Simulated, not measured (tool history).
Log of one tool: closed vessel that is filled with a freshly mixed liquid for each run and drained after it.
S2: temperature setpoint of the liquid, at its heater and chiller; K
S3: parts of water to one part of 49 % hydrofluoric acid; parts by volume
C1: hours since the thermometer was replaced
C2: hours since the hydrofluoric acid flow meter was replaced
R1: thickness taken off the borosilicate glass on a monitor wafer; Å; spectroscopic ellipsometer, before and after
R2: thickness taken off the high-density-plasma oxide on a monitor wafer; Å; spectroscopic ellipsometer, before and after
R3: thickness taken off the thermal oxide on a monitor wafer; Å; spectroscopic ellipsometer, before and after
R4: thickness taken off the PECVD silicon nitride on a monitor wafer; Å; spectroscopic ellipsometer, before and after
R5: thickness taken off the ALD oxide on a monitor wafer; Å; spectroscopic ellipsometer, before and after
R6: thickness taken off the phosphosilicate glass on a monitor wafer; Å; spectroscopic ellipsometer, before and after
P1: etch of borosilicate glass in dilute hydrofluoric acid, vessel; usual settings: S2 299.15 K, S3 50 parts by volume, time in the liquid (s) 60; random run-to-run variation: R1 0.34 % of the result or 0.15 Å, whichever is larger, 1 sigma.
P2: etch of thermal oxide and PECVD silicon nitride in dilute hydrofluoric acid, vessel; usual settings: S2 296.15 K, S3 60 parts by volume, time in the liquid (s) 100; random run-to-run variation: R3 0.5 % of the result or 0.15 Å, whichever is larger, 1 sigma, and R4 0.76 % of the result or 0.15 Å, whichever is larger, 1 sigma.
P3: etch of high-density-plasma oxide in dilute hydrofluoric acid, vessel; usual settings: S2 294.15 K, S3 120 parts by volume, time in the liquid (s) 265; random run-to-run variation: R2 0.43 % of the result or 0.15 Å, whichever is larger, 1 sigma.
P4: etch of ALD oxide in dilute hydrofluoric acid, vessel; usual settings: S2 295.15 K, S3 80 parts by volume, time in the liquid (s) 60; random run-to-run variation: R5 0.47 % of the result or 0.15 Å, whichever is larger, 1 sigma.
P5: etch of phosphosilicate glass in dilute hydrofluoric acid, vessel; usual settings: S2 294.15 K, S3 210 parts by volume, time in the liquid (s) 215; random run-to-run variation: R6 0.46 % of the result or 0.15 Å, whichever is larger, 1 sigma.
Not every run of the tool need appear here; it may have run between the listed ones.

run 1 hour=10.9 | process_that_ran=P1 S2=299.15 S3=50 time_in_the_liquid_(s)=60 | C1=1161.2 C2=836.9 | R1=671.94
run 2 hour=18.7 | process_that_ran=P3 S2=294.15 S3=120 time_in_the_liquid_(s)=390 | C1=1169.0 C2=844.7 | R2=145.090
run 3 hour=30.6 | process_that_ran=P2 S2=296.15 S3=60 time_in_the_liquid_(s)=195 | C1=1180.9 C2=856.6 | R3=162.470 R4=63.330
run 4 hour=40.7 | process_that_ran=P4 S2=295.15 S3=80 time_in_the_liquid_(s)=30 | C1=1191.0 C2=866.7 | R5=96.201
run 5 hour=54.0 | process_that_ran=P4 S2=300.15 S3=80 time_in_the_liquid_(s)=60 | C1=1204.3 C2=880.0 | R5=236.080
run 6 hour=66.2 | process_that_ran=P1 S2=302.65 S3=50 time_in_the_liquid_(s)=30 | C1=1216.5 C2=892.2 | R1=385.86
run 7 hour=75.6 | process_that_ran=P5 S2=294.15 S3=210 time_in_the_liquid_(s)=215 | C1=1225.9 C2=901.6 | R6=500.74
run 8 hour=90.5 | process_that_ran=P3 S2=294.15 S3=120 time_in_the_liquid_(s)=265 | C1=1240.8 C2=916.5 | R2=98.228
run 9 hour=98.6 | process_that_ran=P1 S2=299.15 S3=50 time_in_the_liquid_(s)=60 | C1=1248.9 C2=924.6 | R1=672.81
run 10 hour=111.0 | process_that_ran=P1 S2=299.15 S3=50 time_in_the_liquid_(s)=60 | C1=1261.3 C2=937.0 | R1=677.94
run 11 hour=120.8 | process_that_ran=P2 S2=296.15 S3=105 time_in_the_liquid_(s)=100 | C1=1271.1 C2=946.8 | R3=44.556 R4=19.062
run 12 hour=132.9 | process_that_ran=P4 S2=295.15 S3=80 time_in_the_liquid_(s)=60 | C1=1283.2 C2=958.9 | R5=193.660
run 13 hour=143.1 | process_that_ran=P2 S2=292.65 S3=60 time_in_the_liquid_(s)=100 | C1=1293.4 C2=969.1 | R3=72.125 R4=25.322
run 14 hour=159.5 | process_that_ran=P1 S2=299.15 S3=50 time_in_the_liquid_(s)=60 | C1=1309.8 C2=985.5 | R1=672.02
run 15 hour=175.9 | process_that_ran=P5 S2=290.15 S3=210 time_in_the_liquid_(s)=215 | C1=1326.2 C2=1001.9 | R6=425.63
run 16 hour=188.0 | process_that_ran=P5 S2=294.15 S3=210 time_in_the_liquid_(s)=55 | C1=1338.3 C2=1014.0 | R6=127.51
run 17 hour=198.5 | process_that_ran=P1 S2=299.15 S3=50 time_in_the_liquid_(s)=60 | C1=1348.8 C2=1024.5 | R1=673.21
run 18 hour=215.4 | process_that_ran=P4 S2=295.15 S3=20 time_in_the_liquid_(s)=60 | C1=1365.7 C2=1041.4 | R5=837.950
run 19 hour=232.9 | process_that_ran=P1 S2=299.15 S3=50 time_in_the_liquid_(s)=30 | C1=1383.2 C2=1058.9 | R1=337.98
run 20 hour=245.6 | process_that_ran=P2 S2=296.15 S3=60 time_in_the_liquid_(s)=100 | C1=1395.9 C2=1071.6 | R3=83.141 R4=32.478
run 21 hour=253.6 | process_that_ran=P1 S2=306.15 S3=50 time_in_the_liquid_(s)=60 | C1=1403.9 C2=1079.6 | R1=887.17
run 22 hour=263.3 | process_that_ran=P1 S2=299.15 S3=75 time_in_the_liquid_(s)=60 | C1=1413.6 C2=1089.3 | R1=432.50
run 23 hour=273.2 | process_that_ran=P3 S2=300.65 S3=120 time_in_the_liquid_(s)=265 | C1=1423.5 C2=1099.2 | R2=126.040
run 24 hour=281.2 | process_that_ran=P5 S2=294.15 S3=50 time_in_the_liquid_(s)=215 | C1=1431.5 C2=1107.2 | R6=2487.30
run 25 hour=297.0 | process_that_ran=P5 S2=294.15 S3=210 time_in_the_liquid_(s)=215 | C1=1447.3 C2=1123.0 | R6=499.25
run 26 hour=305.2 | process_that_ran=P1 S2=291.65 S3=50 time_in_the_liquid_(s)=60 | C1=1455.5 C2=1131.2 | R1=493.80
run 27 hour=316.3 | process_that_ran=P1 S2=291.15 S3=50 time_in_the_liquid_(s)=105 | C1=1466.6 C2=1142.3 | R1=845.78
run 28 hour=331.5 | process_that_ran=P1 S2=299.15 S3=25 time_in_the_liquid_(s)=60 | C1=1481.8 C2=1157.5 | R1=1398.50
run 29 hour=342.0 | process_that_ran=P1 S2=299.15 S3=50 time_in_the_liquid_(s)=60 | C1=1492.3 C2=1168.0 | R1=670.40
run 30 hour=355.2 | process_that_ran=P1 S2=299.15 S3=50 time_in_the_liquid_(s)=90 | C1=1505.5 C2=1181.2 | R1=1011.60
run 31 hour=371.4 | process_that_ran=P3 S2=294.15 S3=30 time_in_the_liquid_(s)=265 | C1=1521.7 C2=1197.4 | R2=435.320
run 32 hour=384.9 | process_that_ran=P1 S2=299.15 S3=50 time_in_the_liquid_(s)=60 | C1=1535.2 C2=1210.9 | R1=668.44
run 33 hour=396.5 | process_that_ran=P1 S2=299.15 S3=50 time_in_the_liquid_(s)=60 | C1=1546.8 C2=1222.5 | R1=691.92
run 34 hour=409.7 | process_that_ran=P1 S2=299.15 S3=50 time_in_the_liquid_(s)=60 | C1=1560.0 C2=1235.7 | R1=705.78
run 35 hour=420.2 | process_that_ran=P1 S2=299.15 S3=50 time_in_the_liquid_(s)=60 | C1=1570.5 C2=1246.2 | R1=717.34
run 36 hour=428.8 | process_that_ran=P1 S2=299.15 S3=50 time_in_the_liquid_(s)=60 | C1=1579.1 C2=1254.8 | R1=723.84
run 37 hour=444.3 | process_that_ran=P1 S2=299.15 S3=50 time_in_the_liquid_(s)=60 | C1=1594.6 C2=1270.3 | R1=725.19
run 38 hour=457.0 | process_that_ran=P1 S2=299.15 S3=50 time_in_the_liquid_(s)=60 | C1=1607.3 C2=1283.0 | R1=734.26
run 39 hour=468.0 | process_that_ran=P1 S2=299.15 S3=50 time_in_the_liquid_(s)=60 | C1=1618.3 C2=1294.0 | R1=732.51
run 40 hour=485.6 | process_that_ran=P1 S2=299.15 S3=50 time_in_the_liquid_(s)=60 | C1=1635.9 C2=1311.6 | R1=733.36
run 41 hour=496.7 | process_that_ran=P1 S2=299.15 S3=50 time_in_the_liquid_(s)=60 | C1=1647.0 C2=1322.7 | R1=741.56
run 42 hour=511.1 | process_that_ran=P1 S2=299.15 S3=50 time_in_the_liquid_(s)=60 | C1=1661.4 C2=1337.1 | R1=738.70
run 43 hour=519.5 | process_that_ran=P1 S2=299.15 S3=50 time_in_the_liquid_(s)=60 | C1=1669.8 C2=1345.5 | R1=735.40

What P1 gives has crept off from where it sat before. The 2 causes that follow fit the log equally well, each at the size noted:
A: liquid hotter than its thermometer reads (K) = 2.27
B: hydrofluoric acid flow above the setpoint (%) = 8.92
The process output started creeping at around hour 384.9.

Below are 4 check runs, each averaged over 2 wafers, with their results shown as question marks. Which of them would give clearly different results depending on which cause is behind the drift?
run check 1 hour=527.9 | process_that_ran=P3 S2=299.65 S3=50 time_in_the_liquid_(s)=265 | R2=?
run check 2 hour=527.9 | process_that_ran=P4 S2=295.15 S3=35 time_in_the_liquid_(s)=60 | R5=?
run check 3 hour=527.9 | process_that_ran=P2 S2=296.15 S3=90 time_in_the_liquid_(s)=100 | R3=? R4=?
run check 4 hour=527.9 | process_that_ran=P5 S2=290.65 S3=65 time_in_the_liquid_(s)=215 | R6=?

Expected result of each check under each candidate cause:
check=check_1 result=R2 if_A=350.410 if_B=350.540
check=check_2 result=R5 if_A=514.580 if_B=511.520
check=check_3 result=R3 if_A=58.275 if_B=58.507
check=check_3 result=R4 if_A=25.302 if_B=23.684
check=check_4 result=R6 if_A=1791.40 if_B=1782.20
How far apart the two closest causes lie, in the result that separates them most: check 1 0.04 %; check 2 0.6 %; check 3 6.61 %; check 4 0.52 %
The other checks would show nearly matching results whichever cause is true, so check 3 is the only one that separates the causes.

Check 3 was then run and gave: R3 58.939 Å; R4 23.459 Å. Which cause is it?

B is the cause: hydrofluoric acid flow above the setpoint (%).
